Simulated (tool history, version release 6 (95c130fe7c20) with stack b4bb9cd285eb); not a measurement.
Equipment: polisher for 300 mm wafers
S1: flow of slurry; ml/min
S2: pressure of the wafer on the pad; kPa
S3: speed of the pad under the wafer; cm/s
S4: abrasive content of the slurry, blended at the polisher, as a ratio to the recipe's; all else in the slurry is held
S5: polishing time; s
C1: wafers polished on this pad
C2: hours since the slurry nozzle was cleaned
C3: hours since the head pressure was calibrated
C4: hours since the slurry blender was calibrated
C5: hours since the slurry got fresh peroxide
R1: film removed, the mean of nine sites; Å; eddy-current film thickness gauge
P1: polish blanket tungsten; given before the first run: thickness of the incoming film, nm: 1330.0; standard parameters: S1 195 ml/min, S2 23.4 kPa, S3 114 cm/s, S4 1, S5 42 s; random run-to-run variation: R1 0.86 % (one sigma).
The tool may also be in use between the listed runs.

Run 1, hour 12.2: S1 195 ml/min, S2 23.4 kPa, S3 114 cm/s, S4 1, S5 42 s; C1 278; C2 360.1; C3 312.1; C4 338.4; C5 60.2. Result: R1 1947.9 Å.
Run 2, hour 28.4: S1 280 ml/min, S2 23.4 kPa, S3 114 cm/s, S4 1, S5 42 s; C1 443; C2 376.3; C3 328.3; C4 354.6; C5 76.4. Result: R1 2050.2 Å.
Run 3, hour 42.5: S1 195 ml/min, S2 23.4 kPa, S3 114 cm/s, S4 0.8, S5 42 s; C1 587; C2 390.4; C3 342.4; C4 368.7; C5 90.5. Result: R1 1880 Å.
Run 4, hour 52.3: S1 195 ml/min, S2 23.4 kPa, S3 54 cm/s, S4 1, S5 42 s; C1 686; C2 400.2; C3 352.2; C4 378.5; C5 100.3. Result: R1 920.18 Å.
Run 5, hour 67.4: S1 195 ml/min, S2 36.5 kPa, S3 114 cm/s, S4 1, S5 42 s; C1 840; C2 415.3; C3 367.3; C4 393.6; C5 115.4. Result: R1 3068.8 Å.
Run 6, hour 77: S1 195 ml/min, S2 23.4 kPa, S3 114 cm/s, S4 1, S5 19 s; C1 938; C2 424.9; C3 376.9; C4 403.2; C5 125. Result: R1 876.65 Å.
Run 7, hour 90.8: S1 195 ml/min, S2 23.4 kPa, S3 114 cm/s, S4 1, S5 42 s; C1 1078; C2 438.7; C3 390.7; C4 417; C5 138.8. Result: R1 1966.3 Å.
Run 8, hour 109: S1 115 ml/min, S2 23.4 kPa, S3 114 cm/s, S4 1, S5 42 s; C1 1264; C2 456.9; C3 408.9; C4 435.2; C5 157. Result: R1 1799.3 Å.
Run 9, hour 117.4: S1 195 ml/min, S2 23.4 kPa, S3 114 cm/s, S4 1, S5 42 s; C1 1349; C2 465.3; C3 417.3; C4 443.6; C5 165.4. Result: R1 1952.7 Å.
Run 10, hour 127: S1 195 ml/min, S2 11.7 kPa, S3 114 cm/s, S4 1, S5 42 s; C1 1447; C2 474.9; C3 426.9; C4 453.2; C5 175. Result: R1 986.82 Å.
Run 11, hour 140.4: S1 195 ml/min, S2 23.4 kPa, S3 114 cm/s, S4 1, S5 42 s; C1 1583; C2 488.3; C3 440.3; C4 466.6; C5 188.4. Result: R1 1962 Å.
Run 12, hour 154.9: S1 195 ml/min, S2 23.4 kPa, S3 114 cm/s, S4 1, S5 42 s; C1 1731; C2 502.8; C3 454.8; C4 481.1; C5 202.9. Result: R1 1949.1 Å.
Run 13, hour 167.3: S1 250 ml/min, S2 23.4 kPa, S3 114 cm/s, S4 1, S5 61 s; C1 1857; C2 515.2; C3 467.2; C4 493.5; C5 215.3. Result: R1 2891.6 Å.
Run 14, hour 185.2: S1 195 ml/min, S2 23.4 kPa, S3 114 cm/s, S4 1, S5 54 s; C1 2039; C2 533.1; C3 485.1; C4 511.4; C5 233.2. Result: R1 2502.4 Å.
Run 15, hour 200.4: S1 195 ml/min, S2 23.4 kPa, S3 158 cm/s, S4 1, S5 42 s; C1 2194; C2 548.3; C3 500.3; C4 526.6; C5 248.4. Result: R1 2711.9 Å.
Run 16, hour 217: S1 195 ml/min, S2 23.4 kPa, S3 114 cm/s, S4 1.45, S5 42 s; C1 2363; C2 564.9; C3 516.9; C4 543.2; C5 265. Result: R1 2169.2 Å.
Run 17, hour 234.6: S1 195 ml/min, S2 23.4 kPa, S3 114 cm/s, S4 1, S5 42 s; C1 2542; C2 582.5; C3 534.5; C4 560.8; C5 282.6. Result: R1 1947.2 Å.
Run 18, hour 246.4: S1 195 ml/min, S2 23.4 kPa, S3 114 cm/s, S4 1, S5 42 s; C1 2662; C2 594.3; C3 546.3; C4 572.6; C5 294.4. Result: R1 1941.4 Å.
Run 19, hour 254.8: S1 195 ml/min, S2 23.4 kPa, S3 114 cm/s, S4 1, S5 42 s; C1 2748; C2 602.7; C3 554.7; C4 581; C5 302.8. Result: R1 1902.1 Å.
Run 20, hour 268.6: S1 195 ml/min, S2 23.4 kPa, S3 114 cm/s, S4 1, S5 42 s; C1 2888; C2 616.5; C3 568.5; C4 594.8; C5 316.6. Result: R1 1864.3 Å.
At hour 276: slurry tank refilled with fresh slurry and peroxide.
Run 21, hour 280.7: S1 195 ml/min, S2 23.4 kPa, S3 114 cm/s, S4 1, S5 42 s; C1 3011; C2 628.6; C3 580.6; C4 606.9; C5 4.7. Result: R1 1854.6 Å.
At hour 292.7: slurry blender recalibrated.
Run 22, hour 293.7: S1 195 ml/min, S2 23.4 kPa, S3 114 cm/s, S4 1, S5 42 s; C1 3144; C2 641.6; C3 593.6; C4 1.1; C5 17.7. Result: R1 1819.2 Å.
Run 23, hour 311.6: S1 195 ml/min, S2 23.4 kPa, S3 114 cm/s, S4 1, S5 42 s; C1 3326; C2 659.5; C3 611.5; C4 19; C5 35.6. Result: R1 1823.5 Å.
At hour 314.4: head pressure recalibrated.
Run 24, hour 319.7: S1 195 ml/min, S2 23.4 kPa, S3 114 cm/s, S4 1, S5 42 s; C1 3408; C2 667.6; C3 5.4; C4 27.1; C5 43.7. Result: R1 1826.4 Å.

What does the tool deliver on the next run?
Run 25, hour 333.1: S1 195 ml/min, S2 23.4 kPa, S3 114 cm/s, S4 1, S5 42 s; C1 3545; C2 681; C3 18.8; C4 40.5; C5 57.1. Result: R1 ?.

R1: 1817.4 Å

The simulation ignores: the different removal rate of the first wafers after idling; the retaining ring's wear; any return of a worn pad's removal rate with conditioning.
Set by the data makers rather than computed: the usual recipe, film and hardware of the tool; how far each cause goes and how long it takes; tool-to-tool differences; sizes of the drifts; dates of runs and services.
